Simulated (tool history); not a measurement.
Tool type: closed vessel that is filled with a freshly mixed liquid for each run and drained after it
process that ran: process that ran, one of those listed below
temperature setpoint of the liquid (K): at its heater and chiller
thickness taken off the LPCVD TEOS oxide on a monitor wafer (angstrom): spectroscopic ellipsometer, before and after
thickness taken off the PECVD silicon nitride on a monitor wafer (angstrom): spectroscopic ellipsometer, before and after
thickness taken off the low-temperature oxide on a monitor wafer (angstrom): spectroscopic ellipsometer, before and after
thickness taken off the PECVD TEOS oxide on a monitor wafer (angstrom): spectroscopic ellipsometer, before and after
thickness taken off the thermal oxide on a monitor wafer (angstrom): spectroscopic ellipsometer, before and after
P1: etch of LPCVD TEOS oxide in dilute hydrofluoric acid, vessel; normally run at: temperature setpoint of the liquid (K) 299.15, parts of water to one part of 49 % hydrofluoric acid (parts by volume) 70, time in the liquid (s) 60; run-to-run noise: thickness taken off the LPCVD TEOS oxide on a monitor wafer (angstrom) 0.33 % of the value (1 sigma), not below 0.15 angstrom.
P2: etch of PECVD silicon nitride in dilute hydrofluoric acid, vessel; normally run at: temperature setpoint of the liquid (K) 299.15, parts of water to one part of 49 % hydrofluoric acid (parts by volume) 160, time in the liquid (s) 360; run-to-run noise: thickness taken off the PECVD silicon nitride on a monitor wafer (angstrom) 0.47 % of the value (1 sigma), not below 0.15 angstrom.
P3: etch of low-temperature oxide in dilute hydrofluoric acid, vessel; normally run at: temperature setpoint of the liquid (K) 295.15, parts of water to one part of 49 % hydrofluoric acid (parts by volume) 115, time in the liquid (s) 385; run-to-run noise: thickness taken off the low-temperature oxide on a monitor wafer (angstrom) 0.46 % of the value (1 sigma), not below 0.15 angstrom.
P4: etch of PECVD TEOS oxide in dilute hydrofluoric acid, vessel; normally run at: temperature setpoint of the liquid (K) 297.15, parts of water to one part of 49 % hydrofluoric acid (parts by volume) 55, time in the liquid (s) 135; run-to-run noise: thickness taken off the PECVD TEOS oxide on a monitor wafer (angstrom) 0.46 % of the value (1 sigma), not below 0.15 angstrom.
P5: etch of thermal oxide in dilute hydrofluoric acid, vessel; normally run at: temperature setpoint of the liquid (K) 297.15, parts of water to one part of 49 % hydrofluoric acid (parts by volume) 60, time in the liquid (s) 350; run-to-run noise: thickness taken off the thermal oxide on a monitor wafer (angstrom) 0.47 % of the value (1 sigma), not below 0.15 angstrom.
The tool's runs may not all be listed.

run   hour  process that ran  temperature setpoint of the liquid (K)  parts of water to one part of 49 % hydrofluoric acid (parts by volume)  time in the liquid (s)  hours since the thermometer was replaced  hours since the hydrofluoric acid flow meter was replaced  thickness taken off the LPCVD TEOS oxide on a monitor wafer (angstrom)  thickness taken off the PECVD silicon nitride on a monitor wafer (angstrom)  thickness taken off the low-temperature oxide on a monitor wafer (angstrom)  thickness taken off the PECVD TEOS oxide on a monitor wafer (angstrom)  thickness taken off the thermal oxide on a monitor wafer (angstrom)
  1   14.6                P1                                  299.15                                                                      70                      60                                    1140.1                                                      400.5                                                                  380.41
  2   22.2                P2                                  299.15                                                                     160                     100                                    1147.7                                                      408.1                                                                                                                                               13.404
  3   32.0                P1                                  303.15                                                                      70                      60                                    1157.5                                                      417.9                                                                  445.74
  4   43.3                P3                                  291.15                                                                     115                     385                                    1168.8                                                      429.2                                                                                                                                                                                                                            420.84
  5   56.8                P4                                  297.15                                                                      55                     135                                    1182.3                                                      442.7                                                                                                                                                                                                                                                                                                    328.97
  6   70.7                P5                                  297.15                                                                      60                     350                                    1196.2                                                      456.6                                                                                                                                                                                                                                                                                                                                                                         294.92
  7   81.2                P1                                  299.15                                                                      70                     105                                    1206.7                                                      467.1                                                                  667.29
  8   89.1                P1                                  299.15                                                                      70                      60                                    1214.6                                                      475.0                                                                  383.59
  9   97.1                P1                                  299.15                                                                      70                      60                                    1222.6                                                      483.0                                                                  381.62
 10  106.3                P5                                  303.65                                                                      60                     350                                    1231.8                                                      492.2                                                                                                                                                                                                                                                                                                                                                                         383.01
 11  115.2                P1                                  299.15                                                                     105                      60                                    1240.7                                                      501.1                                                                  241.64
 12  124.9                P4                                  304.15                                                                      55                     135                                    1250.4                                                      510.8                                                                                                                                                                                                                                                                                                    432.17
 13  133.2                P2                                  299.15                                                                     160                     360                                    1258.7                                                      519.1                                                                                                                                               47.295
 14  142.6                P4                                  297.15                                                                      55                     200                                    1268.1                                                      528.5                                                                                                                                                                                                                                                                                                    482.91
 15  149.6                P1                                  299.15                                                                      25                      90                                    1275.1                                                      535.5                                                                 1703.30
 16  164.8                P1                                  294.65                                                                      70                      60                                    1290.3                                                      550.7                                                                  317.67
 17  179.5                P3                                  295.15                                                                     115                     385                                    1305.0                                                      565.4                                                                                                                                                                                                                            489.57
 18  186.4                P2                                  299.15                                                                     290                     360                                    1311.9                                                      572.3                                                                                                                                               26.275
 19  197.5                P1                                  299.15                                                                      95                      30                                    1323.0                                                      583.4                                                                  136.34
 20  208.4                P5                                  297.15                                                                      20                     350                                    1333.9                                                      594.3                                                                                                                                                                                                                                                                                                                                                                         939.44
 21  217.6                P1                                  299.15                                                                      70                      60                                    1343.1                                                      603.5                                                                  379.87
 22  227.2                P1                                  299.15                                                                      35                      90                                    1352.7                                                      613.1                                                                 1205.50
 23  236.9                P4                                  297.15                                                                     105                     135                                    1362.4                                                      622.8                                                                                                                                                                                                                                                                                                    160.50
 24  243.6                P1                                  299.15                                                                      35                      60                                    1369.1                                                      629.5                                                                  794.55
 25  257.1                P5                                  297.15                                                                      60                     350                                    1382.6                                                      643.0                                                                                                                                                                                                                                                                                                                                                                         296.71
 26  269.1                P3                                  295.15                                                                     115                     385                                    1394.6                                                      655.0                                                                                                                                                                                                                            493.68
 27  281.8                P3                                  295.15                                                                     115                     660                                    1407.3                                                      667.7                                                                                                                                                                                                                            846.26
 28  289.6                P2                                  299.15                                                                     160                     360                                    1415.1                                                      675.5                                                                                                                                               47.640
 29  297.8                P2                                  304.15                                                                     160                     360                                    1423.3                                                      683.7                                                                                                                                               64.055
 30  305.1                P1                                  299.15                                                                      70                      60                                    1430.6                                                      691.0                                                                  379.75
 31  313.6                P5                                  297.15                                                                      60                     530                                    1439.1                                                      699.5                                                                                                                                                                                                                                                                                                                                                                         448.66
 32  320.9                P3                                  295.15                                                                     195                     385                                    1446.4                                                      706.8                                                                                                                                                                                                                            266.40
 33  331.1                P1                                  299.15                                                                      70                      30                                    1456.6                                                      717.0                                                                  189.53
 34  345.9                P1                                  299.15                                                                      70                      60                                    1471.4                                                      731.8                                                                  381.65
 35  355.1                P1                                  299.15                                                                      70                      60                                    1480.6                                                      741.0                                                                  365.92
 36  367.9                P1                                  299.15                                                                      70                      60                                    1493.4                                                      753.8                                                                  359.03
 37  378.0                P1                                  299.15                                                                      70                      60                                    1503.5                                                      763.9                                                                  353.20
 38  392.0                P1                                  299.15                                                                      70                      60                                    1517.5                                                      777.9                                                                  351.31
 39  407.3                P1                                  299.15                                                                      70                      60                                    1532.8                                                      793.2                                                                  350.01
 40  420.3                P1                                  299.15                                                                      70                      60                                    1545.8                                                      806.2                                                                  351.60

The log shows P1 creeping away from where it was. Any of the 2 causes listed here, at the size stated for it, fits the log just as well as the others:
A: liquid colder than its thermometer reads (K) = 2.14
B: hydrofluoric acid flow below the setpoint (%) = 7.51
Creep in the process output first set in at about hour 345.9.

Listed below are the offered check runs, one wafer per run, with question marks in place of results. For which of them would the causes give clearly different outcomes?
check 1  433.3                P3                                  295.15                                                                     115                     385                                                                                                                                                                                                                                                                                                                                      ?
check 2  433.3                P4                                  297.15                                                                      55                     135                                                                                                                                                                                                                                                                                                                                                                                                              ?
check 3  433.3                P5                                  297.15                                                                      60                     350                                                                                                                                                                                                                                                                                                                                                                                                                                                                                   ?
check 4  433.3                P2                                  299.15                                                                     160                     360                                                                                                                                                                                                                                                         ?

If the cause were each of the candidates in turn, the checks would give the following:
  check                                                                       result    if A    if B
check 1  thickness taken off the low-temperature oxide on a monitor wafer (angstrom)  451.96  450.87
check 2       thickness taken off the PECVD TEOS oxide on a monitor wafer (angstrom)  297.63  298.97
check 3          thickness taken off the thermal oxide on a monitor wafer (angstrom)  269.98  271.00
check 4  thickness taken off the PECVD silicon nitride on a monitor wafer (angstrom)  41.337  43.824
How far apart the two closest causes lie, in the result that separates them most: check 1 0.24 %; check 2 0.45 %; check 3 0.38 %; check 4 5.84 %
Check 4 tells the causes apart: in the others they would give nearly the same result.

Check 4 was then run and gave: thickness taken off the PECVD silicon nitride on a monitor wafer (angstrom) 41.230. Which cause is it?

The cause is A: liquid colder than its thermometer reads (K).
